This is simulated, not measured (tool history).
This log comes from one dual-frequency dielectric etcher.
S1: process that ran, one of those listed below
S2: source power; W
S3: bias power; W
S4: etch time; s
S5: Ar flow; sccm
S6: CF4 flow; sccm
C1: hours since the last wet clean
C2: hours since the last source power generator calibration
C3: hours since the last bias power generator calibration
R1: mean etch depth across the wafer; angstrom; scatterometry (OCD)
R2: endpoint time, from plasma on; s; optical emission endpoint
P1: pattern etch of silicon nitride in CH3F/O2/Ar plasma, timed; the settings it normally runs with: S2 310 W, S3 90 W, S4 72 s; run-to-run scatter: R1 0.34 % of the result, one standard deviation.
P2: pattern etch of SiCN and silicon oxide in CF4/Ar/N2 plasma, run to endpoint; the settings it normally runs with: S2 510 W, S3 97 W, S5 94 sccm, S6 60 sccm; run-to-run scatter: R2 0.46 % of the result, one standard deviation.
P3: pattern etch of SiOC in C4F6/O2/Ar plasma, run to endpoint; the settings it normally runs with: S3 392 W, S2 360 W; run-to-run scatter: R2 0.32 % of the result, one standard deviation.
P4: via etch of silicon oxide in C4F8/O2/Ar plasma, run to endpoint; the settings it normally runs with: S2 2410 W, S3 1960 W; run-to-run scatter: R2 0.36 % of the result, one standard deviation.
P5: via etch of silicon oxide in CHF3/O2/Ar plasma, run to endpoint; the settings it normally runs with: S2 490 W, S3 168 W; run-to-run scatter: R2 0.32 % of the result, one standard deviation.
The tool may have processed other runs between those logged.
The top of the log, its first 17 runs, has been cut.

Run 18, hour 209.1: S1 P5, S2 490 W, S3 168 W; C1 293.9; C2 2189.7; C3 42.4. Result: R2 412.41 s.
Run 19, hour 222.3: S1 P1, S2 310 W, S3 90 W, S4 72 s; C1 307.1; C2 2202.9; C3 55.6. Result: R1 515.67 angstrom.
Run 20, hour 235.3: S1 P1, S2 240 W, S3 71 W, S4 72 s; C1 320.1; C2 2215.9; C3 68.6. Result: R1 429.1 angstrom.
Run 21, hour 250.4: S1 P1, S2 310 W, S3 90 W, S4 47 s; C1 335.2; C2 2231; C3 83.7. Result: R1 337.67 angstrom.
Run 22, hour 263.4: S1 P1, S2 180 W, S3 90 W, S4 72 s; C1 348.2; C2 2244; C3 96.7. Result: R1 422.63 angstrom.
Run 23, hour 276.8: S1 P2, S2 510 W, S3 97 W, S5 94 sccm, S6 60 sccm; C1 361.6; C2 2257.4; C3 110.1. Result: R2 14.999 s.
Run 24, hour 292.3: S1 P1, S2 310 W, S3 54 W, S4 72 s; C1 377.1; C2 2272.9; C3 125.6. Result: R1 434.5 angstrom.
Run 25, hour 306.8: S1 P1, S2 310 W, S3 90 W, S4 92 s; C1 391.6; C2 2287.4; C3 140.1. Result: R1 661.51 angstrom.
Run 26, hour 323: S1 P4, S2 2410 W, S3 2549 W; C1 407.8; C2 2303.6; C3 156.3. Result: R2 184.46 s.
Run 27, hour 340.1: S1 P3, S2 360 W, S3 392 W; C1 424.9; C2 2320.7; C3 173.4. Result: R2 10.797 s.
Run 28, hour 350.2: S1 P5, S2 680 W, S3 168 W; C1 435; C2 2330.8; C3 183.5. Result: R2 365.83 s.
Run 29, hour 365: S1 P2, S2 510 W, S3 68 W, S5 94 sccm, S6 60 sccm; C1 449.8; C2 2345.6; C3 198.3. Result: R2 16.941 s.
Run 30, hour 373.1: S1 P4, S2 2410 W, S3 1960 W; C1 457.9; C2 2353.7; C3 206.4. Result: R2 197.38 s.
Run 31, hour 389.3: S1 P5, S2 490 W, S3 236 W; C1 474.1; C2 2369.9; C3 222.6. Result: R2 368.91 s.
Run 32, hour 398.2: S1 P1, S2 220 W, S3 119 W, S4 72 s; C1 483; C2 2378.8; C3 231.5. Result: R1 507.13 angstrom.
Run 33, hour 411.1: S1 P1, S2 310 W, S3 90 W, S4 72 s; C1 495.9; C2 2391.7; C3 244.4. Result: R1 516.6 angstrom.
Run 34, hour 420.1: S1 P5, S2 490 W, S3 168 W; C1 504.9; C2 2400.7; C3 253.4. Result: R2 414.18 s.
Run 35, hour 435.3: S1 P1, S2 310 W, S3 90 W, S4 72 s; C1 520.1; C2 2415.9; C3 268.6. Result: R1 516.04 angstrom.

For run 36, what comes out?
Run 36, hour 447.5: S1 P1, S2 310 W, S3 90 W, S4 72 s; C1 532.3; C2 2428.1; C3 280.8. Result: R1 ?.

Run 36 measured R1 513.18 angstrom.

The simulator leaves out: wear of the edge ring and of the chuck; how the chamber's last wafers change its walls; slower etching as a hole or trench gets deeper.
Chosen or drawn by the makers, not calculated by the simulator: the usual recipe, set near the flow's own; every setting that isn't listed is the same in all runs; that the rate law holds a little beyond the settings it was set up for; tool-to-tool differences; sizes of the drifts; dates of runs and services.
